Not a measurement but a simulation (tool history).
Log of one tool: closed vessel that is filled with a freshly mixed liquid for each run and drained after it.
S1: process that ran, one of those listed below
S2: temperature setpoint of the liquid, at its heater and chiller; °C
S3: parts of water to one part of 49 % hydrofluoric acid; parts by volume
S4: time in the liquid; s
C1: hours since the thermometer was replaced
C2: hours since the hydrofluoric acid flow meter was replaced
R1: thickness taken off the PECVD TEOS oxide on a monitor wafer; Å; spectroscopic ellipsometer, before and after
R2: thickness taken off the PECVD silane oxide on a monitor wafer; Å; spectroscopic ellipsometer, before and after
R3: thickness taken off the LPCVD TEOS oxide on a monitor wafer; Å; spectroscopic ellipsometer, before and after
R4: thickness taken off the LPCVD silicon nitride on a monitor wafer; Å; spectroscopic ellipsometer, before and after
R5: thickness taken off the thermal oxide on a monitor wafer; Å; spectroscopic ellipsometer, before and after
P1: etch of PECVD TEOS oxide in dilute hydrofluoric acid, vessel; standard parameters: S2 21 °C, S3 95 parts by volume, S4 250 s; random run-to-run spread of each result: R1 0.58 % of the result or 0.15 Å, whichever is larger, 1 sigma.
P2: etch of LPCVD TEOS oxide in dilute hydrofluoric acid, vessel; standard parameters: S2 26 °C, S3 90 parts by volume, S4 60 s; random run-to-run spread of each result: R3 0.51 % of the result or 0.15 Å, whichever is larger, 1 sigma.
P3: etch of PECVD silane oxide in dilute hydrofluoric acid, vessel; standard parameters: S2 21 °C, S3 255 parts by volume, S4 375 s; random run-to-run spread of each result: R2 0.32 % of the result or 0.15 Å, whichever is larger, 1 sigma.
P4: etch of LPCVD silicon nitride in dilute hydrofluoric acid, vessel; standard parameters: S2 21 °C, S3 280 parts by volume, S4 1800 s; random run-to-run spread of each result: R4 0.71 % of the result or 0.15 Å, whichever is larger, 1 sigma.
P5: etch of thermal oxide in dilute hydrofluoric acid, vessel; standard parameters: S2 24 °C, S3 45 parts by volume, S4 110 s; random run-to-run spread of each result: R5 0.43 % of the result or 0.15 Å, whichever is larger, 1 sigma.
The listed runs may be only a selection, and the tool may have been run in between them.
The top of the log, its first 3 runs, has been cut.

run     day  S1    S2   S3    S4     C1      C2      R1      R2      R3      R4      R5
  4   2.479  P3    21  255    85  297.9     983          56.877
  5   2.917  P2    26   90    60  308.4   993.5                  291.56
  6   3.396  P1    21   95   250  319.9    1005  528.85
  7   4.117  P4    21  280  2970  337.2  1022.3                          48.853
  8   4.608  P1    21   95   370    349  1034.1  779.03
  9   5.304  P2    33   90    60  365.7  1050.8                   380.3
 10   5.879  P4    21  280  1800  379.5  1064.6                          29.966
 11    6.45  P1    21  155   250  393.2  1078.3  303.76
 12   7.008  P4    21  280  1800  406.6  1091.7                           29.64
 13   7.442  P2    26   90    60    417  1102.1                  290.79
 14   7.992  P1  28.5   95   250  430.2  1115.3  706.84
 15   8.433  P3    21  255   375  440.8  1125.9          250.98
 16   9.092  P2    26   90   110  456.6  1141.7                  532.96
 17   9.546  P4  27.5  280  1800  467.5  1152.6                          44.396
 18   9.879  P1    21   95    30  475.5  1160.6  64.294
 19  10.283  P5    24   75   110  485.2  1170.3                                   68.61
 20      11  P5    24   45   110  502.4  1187.5                                   118.8
 21  11.367  P1    21   95   250  511.2  1196.3  537.37
 22  11.738  P1    21   95   250  520.1  1205.2  532.57
 23  12.392  P1    21   95   250  535.8  1220.9  531.49
 24  12.775  P5    24   45   220    545  1230.1                                  238.28
 25  13.479  P1    21   40   250  561.9    1247  1341.7
 26  13.825  P1    17   95   250  570.2  1255.3  447.41
 27  14.533  P1    29  130   250  587.2  1272.3  503.57
 28   15.05  P5    32   45   110  599.6  1284.7                                   163.5

Predict the results of run 29:
 29  15.708  P3  21  95  375  615.4  1300.5       ?

{"run 29": {"R2": 796.76}}
